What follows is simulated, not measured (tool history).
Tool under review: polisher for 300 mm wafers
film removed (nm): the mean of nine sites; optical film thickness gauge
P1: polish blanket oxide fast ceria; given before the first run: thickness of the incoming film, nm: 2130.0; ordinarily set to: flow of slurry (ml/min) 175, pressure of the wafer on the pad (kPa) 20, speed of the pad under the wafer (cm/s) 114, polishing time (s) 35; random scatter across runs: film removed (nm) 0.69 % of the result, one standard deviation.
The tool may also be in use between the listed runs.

run	hour	flow of slurry (ml/min)	pressure of the wafer on the pad (kPa)	speed of the pad under the wafer (cm/s)	polishing time (s)	wafers polished on this pad	hours since the slurry nozzle was cleaned	hours since the head pressure was calibrated	film removed (nm)
1	13	175	20	114	35	671	298.1	324.3	719.03
2	27	175	24.8	146	35	910	312.1	338.3	1134.1
3	40.9	175	30.3	114	35	1146	326	352.2	1083.4
4	52.6	175	20	114	35	1346	337.7	363.9	710.54
5	63.7	175	20	114	18	1535	348.8	375	368.32
6	80.6	175	11.7	114	35	1823	365.7	391.9	422.19
7	92.3	245	20	114	35	2022	377.4	403.6	748.33
8	101.1	175	20	144	24	2172	386.2	412.4	612.6
9	113.1	175	20	170	35	2376	398.2	424.4	1079.7
10	129.9	175	20	84	35	2663	415	441.2	530.07
11	138.8	175	20	114	47	2814	423.9	450.1	958.99
# hour 146: slurry nozzle cleaned
12	155.7	175	20	114	35	3102	9.7	467	722.28
13	167.1	175	20	114	35	3296	21.1	478.4	714.35
14	176.8	125	20	114	35	3462	30.8	488.1	677.06
15	186.4	175	20	114	35	3625	40.4	497.7	722.35
16	199.6	175	20	114	35	3850	53.6	510.9	710.88
17	212.7	175	20	114	35	4073	66.7	524	718.01

Run 18 is up next; what results do you expect?
18	223	175	20	114	35	4249	77	534.3	?

{"run 18": {"film removed (nm)": 702.15}}

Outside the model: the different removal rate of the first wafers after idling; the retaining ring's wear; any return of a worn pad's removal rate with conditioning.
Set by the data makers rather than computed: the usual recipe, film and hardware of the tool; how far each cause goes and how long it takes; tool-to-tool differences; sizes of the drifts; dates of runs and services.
